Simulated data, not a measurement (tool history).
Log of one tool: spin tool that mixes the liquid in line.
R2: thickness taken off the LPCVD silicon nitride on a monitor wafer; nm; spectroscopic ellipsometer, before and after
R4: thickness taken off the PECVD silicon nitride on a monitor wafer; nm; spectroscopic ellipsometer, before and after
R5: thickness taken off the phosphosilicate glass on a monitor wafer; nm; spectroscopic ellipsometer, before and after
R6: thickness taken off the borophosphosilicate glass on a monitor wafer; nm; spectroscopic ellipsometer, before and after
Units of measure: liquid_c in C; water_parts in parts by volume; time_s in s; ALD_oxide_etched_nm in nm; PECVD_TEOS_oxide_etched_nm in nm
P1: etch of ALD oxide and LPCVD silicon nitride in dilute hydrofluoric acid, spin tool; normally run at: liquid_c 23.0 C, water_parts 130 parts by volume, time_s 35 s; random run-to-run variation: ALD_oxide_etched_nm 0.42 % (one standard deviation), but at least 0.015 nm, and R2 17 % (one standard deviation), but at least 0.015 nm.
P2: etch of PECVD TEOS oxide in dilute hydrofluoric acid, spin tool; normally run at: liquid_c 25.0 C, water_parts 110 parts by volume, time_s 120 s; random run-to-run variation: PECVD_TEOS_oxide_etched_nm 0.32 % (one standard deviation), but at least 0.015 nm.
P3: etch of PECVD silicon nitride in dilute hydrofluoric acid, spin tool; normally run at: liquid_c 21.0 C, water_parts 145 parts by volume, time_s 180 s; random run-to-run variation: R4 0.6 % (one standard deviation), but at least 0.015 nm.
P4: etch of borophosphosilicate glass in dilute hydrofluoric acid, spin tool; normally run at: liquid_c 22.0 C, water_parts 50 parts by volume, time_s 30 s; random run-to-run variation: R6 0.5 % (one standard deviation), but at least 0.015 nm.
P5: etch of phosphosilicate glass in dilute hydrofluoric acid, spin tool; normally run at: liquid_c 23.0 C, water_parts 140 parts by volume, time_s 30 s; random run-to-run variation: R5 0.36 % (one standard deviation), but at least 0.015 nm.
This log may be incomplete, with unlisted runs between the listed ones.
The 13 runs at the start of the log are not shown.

run 14 day=1.921 | process=P1 liquid_c=23.0 water_parts=130 time_s=60 | ALD_oxide_etched_nm=10.2100 R2=0.248460
run 15 day=2.012 | process=P1 liquid_c=23.0 water_parts=130 time_s=15 | ALD_oxide_etched_nm=2.5582 R2=0.061975
run 16 day=2.112 | process=P2 liquid_c=17.5 water_parts=110 time_s=120 | PECVD_TEOS_oxide_etched_nm=8.3143
run 17 day=2.221 | process=P5 liquid_c=17.0 water_parts=140 time_s=30 | R5=28.901
run 18 day=2.375 | process=P4 liquid_c=22.0 water_parts=50 time_s=30 | R6=27.801
run 19 day=2.533 | process=P1 liquid_c=23.0 water_parts=130 time_s=35 | ALD_oxide_etched_nm=5.9285 R2=0.113870
run 20 day=2.733 | process=P4 liquid_c=22.0 water_parts=50 time_s=15 | R6=13.804
run 21 day=2.883 | process=P5 liquid_c=23.0 water_parts=140 time_s=15 | R5=18.377

What will run 22 give?
run 22 day=3.004 | process=P4 liquid_c=22.0 water_parts=50 time_s=30 | R6=?

For run 22 the tool returned R6 27.746 nm.

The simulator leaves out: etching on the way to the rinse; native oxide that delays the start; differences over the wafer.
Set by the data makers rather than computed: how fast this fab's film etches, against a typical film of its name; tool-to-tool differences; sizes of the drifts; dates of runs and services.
